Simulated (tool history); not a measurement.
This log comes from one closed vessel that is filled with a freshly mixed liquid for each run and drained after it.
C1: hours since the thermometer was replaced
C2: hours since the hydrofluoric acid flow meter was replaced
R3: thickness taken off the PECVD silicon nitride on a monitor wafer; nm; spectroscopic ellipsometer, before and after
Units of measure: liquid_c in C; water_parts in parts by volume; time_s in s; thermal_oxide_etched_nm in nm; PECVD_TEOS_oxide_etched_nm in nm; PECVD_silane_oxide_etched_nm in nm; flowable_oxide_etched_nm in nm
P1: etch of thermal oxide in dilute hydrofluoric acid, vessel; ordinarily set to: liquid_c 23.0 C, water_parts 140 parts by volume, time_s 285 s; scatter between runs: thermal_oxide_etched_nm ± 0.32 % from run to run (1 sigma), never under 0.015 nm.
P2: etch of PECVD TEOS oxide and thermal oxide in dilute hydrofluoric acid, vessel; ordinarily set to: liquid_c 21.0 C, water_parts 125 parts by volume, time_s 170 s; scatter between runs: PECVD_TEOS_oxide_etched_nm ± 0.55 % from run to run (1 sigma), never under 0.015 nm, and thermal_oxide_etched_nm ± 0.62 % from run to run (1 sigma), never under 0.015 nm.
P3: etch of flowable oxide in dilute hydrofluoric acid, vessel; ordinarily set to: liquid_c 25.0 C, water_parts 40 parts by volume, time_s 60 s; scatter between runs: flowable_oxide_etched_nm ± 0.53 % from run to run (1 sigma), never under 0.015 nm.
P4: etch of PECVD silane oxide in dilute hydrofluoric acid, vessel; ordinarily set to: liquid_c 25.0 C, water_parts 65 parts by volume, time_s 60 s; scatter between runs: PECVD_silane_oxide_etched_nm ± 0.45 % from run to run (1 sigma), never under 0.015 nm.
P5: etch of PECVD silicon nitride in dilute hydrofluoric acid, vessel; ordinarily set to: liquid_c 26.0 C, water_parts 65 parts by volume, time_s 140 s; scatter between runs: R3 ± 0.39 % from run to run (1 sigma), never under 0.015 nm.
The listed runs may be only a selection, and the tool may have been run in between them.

run 1 hour=6.0 | process=P1 liquid_c=23.0 water_parts=140 time_s=285 | C1=201.4 C2=380.7 | thermal_oxide_etched_nm=8.8576
run 2 hour=12.8 | process=P2 liquid_c=21.0 water_parts=55 time_s=170 | C1=208.2 C2=387.5 | thermal_oxide_etched_nm=13.7720 PECVD_TEOS_oxide_etched_nm=25.2140
run 3 hour=19.8 | process=P1 liquid_c=23.0 water_parts=140 time_s=285 | C1=215.2 C2=394.5 | thermal_oxide_etched_nm=8.8813
run 4 hour=27.9 | process=P5 liquid_c=26.0 water_parts=65 time_s=280 | C1=223.3 C2=402.6 | R3=24.466
run 5 hour=33.9 | process=P5 liquid_c=26.0 water_parts=20 time_s=140 | C1=229.3 C2=408.6 | R3=38.348
run 6 hour=41.7 | process=P4 liquid_c=25.0 water_parts=65 time_s=60 | C1=237.1 C2=416.4 | PECVD_silane_oxide_etched_nm=16.349
run 7 hour=51.8 | process=P1 liquid_c=23.0 water_parts=140 time_s=460 | C1=247.2 C2=426.5 | thermal_oxide_etched_nm=14.3010
run 8 hour=56.6 | process=P4 liquid_c=25.0 water_parts=65 time_s=90 | C1=252.0 C2=431.3 | PECVD_silane_oxide_etched_nm=24.659
run 9 hour=64.4 | process=P1 liquid_c=23.0 water_parts=140 time_s=285 | C1=259.8 C2=439.1 | thermal_oxide_etched_nm=8.8957
run 10 hour=71.5 | process=P1 liquid_c=28.0 water_parts=140 time_s=285 | C1=266.9 C2=446.2 | thermal_oxide_etched_nm=10.7000
-- hour=75.5 hydrofluoric acid flow meter replaced
run 11 hour=80.5 | process=P1 liquid_c=23.0 water_parts=140 time_s=285 | C1=275.9 C2=5.1 | thermal_oxide_etched_nm=8.9220
run 12 hour=90.0 | process=P2 liquid_c=21.0 water_parts=125 time_s=170 | C1=285.4 C2=14.6 | thermal_oxide_etched_nm=5.5764 PECVD_TEOS_oxide_etched_nm=10.2090
run 13 hour=97.4 | process=P4 liquid_c=25.0 water_parts=40 time_s=60 | C1=292.8 C2=22.0 | PECVD_silane_oxide_etched_nm=27.805
run 14 hour=104.3 | process=P3 liquid_c=32.5 water_parts=40 time_s=60 | C1=299.7 C2=28.9 | flowable_oxide_etched_nm=141.750
run 15 hour=110.0 | process=P4 liquid_c=17.0 water_parts=65 time_s=60 | C1=305.4 C2=34.6 | PECVD_silane_oxide_etched_nm=11.723
run 16 hour=117.3 | process=P1 liquid_c=23.0 water_parts=140 time_s=285 | C1=312.7 C2=41.9 | thermal_oxide_etched_nm=8.9451
run 17 hour=122.9 | process=P3 liquid_c=25.0 water_parts=40 time_s=30 | C1=318.3 C2=47.5 | flowable_oxide_etched_nm=52.107
run 18 hour=131.4 | process=P3 liquid_c=25.0 water_parts=20 time_s=60 | C1=326.8 C2=56.0 | flowable_oxide_etched_nm=213.720
run 19 hour=140.1 | process=P3 liquid_c=25.0 water_parts=40 time_s=60 | C1=335.5 C2=64.7 | flowable_oxide_etched_nm=104.780
run 20 hour=149.0 | process=P4 liquid_c=25.0 water_parts=65 time_s=60 | C1=344.4 C2=73.6 | PECVD_silane_oxide_etched_nm=16.471
run 21 hour=159.3 | process=P5 liquid_c=32.0 water_parts=65 time_s=140 | C1=354.7 C2=83.9 | R3=17.924
run 22 hour=167.9 | process=P2 liquid_c=17.0 water_parts=125 time_s=170 | C1=363.3 C2=92.5 | thermal_oxide_etched_nm=4.7362 PECVD_TEOS_oxide_etched_nm=8.7262
run 23 hour=173.2 | process=P1 liquid_c=23.0 water_parts=40 time_s=285 | C1=368.6 C2=97.8 | thermal_oxide_etched_nm=34.9710
run 24 hour=178.4 | process=P2 liquid_c=21.0 water_parts=125 time_s=70 | C1=373.8 C2=103.0 | thermal_oxide_etched_nm=2.2932 PECVD_TEOS_oxide_etched_nm=4.2002
run 25 hour=184.7 | process=P3 liquid_c=25.0 water_parts=40 time_s=60 | C1=380.1 C2=109.3 | flowable_oxide_etched_nm=103.170
run 26 hour=190.4 | process=P1 liquid_c=23.0 water_parts=235 time_s=285 | C1=385.8 C2=115.0 | thermal_oxide_etched_nm=4.7495
run 27 hour=195.4 | process=P5 liquid_c=26.0 water_parts=65 time_s=140 | C1=390.8 C2=120.0 | R3=12.232
run 28 hour=204.3 | process=P1 liquid_c=23.0 water_parts=140 time_s=285 | C1=399.7 C2=128.9 | thermal_oxide_etched_nm=8.8736
run 29 hour=210.4 | process=P1 liquid_c=17.0 water_parts=140 time_s=285 | C1=405.8 C2=135.0 | thermal_oxide_etched_nm=6.9871
run 30 hour=219.4 | process=P1 liquid_c=23.0 water_parts=140 time_s=45 | C1=414.8 C2=144.0 | thermal_oxide_etched_nm=1.3535
run 31 hour=228.6 | process=P1 liquid_c=23.0 water_parts=235 time_s=490 | C1=424.0 C2=153.2 | thermal_oxide_etched_nm=8.1467
run 32 hour=237.7 | process=P1 liquid_c=23.0 water_parts=140 time_s=285 | C1=433.1 C2=162.3 | thermal_oxide_etched_nm=8.8394
run 33 hour=245.2 | process=P1 liquid_c=23.0 water_parts=140 time_s=285 | C1=440.6 C2=169.8 | thermal_oxide_etched_nm=8.5139
run 34 hour=253.8 | process=P1 liquid_c=23.0 water_parts=140 time_s=285 | C1=449.2 C2=178.4 | thermal_oxide_etched_nm=8.3326

Expected results for the next run?
run 35 hour=261.3 | process=P1 liquid_c=23.0 water_parts=140 time_s=285 | C1=456.7 C2=185.9 | thermal_oxide_etched_nm=?

{"run 35": {"thermal_oxide_etched_nm": 8.1409}}

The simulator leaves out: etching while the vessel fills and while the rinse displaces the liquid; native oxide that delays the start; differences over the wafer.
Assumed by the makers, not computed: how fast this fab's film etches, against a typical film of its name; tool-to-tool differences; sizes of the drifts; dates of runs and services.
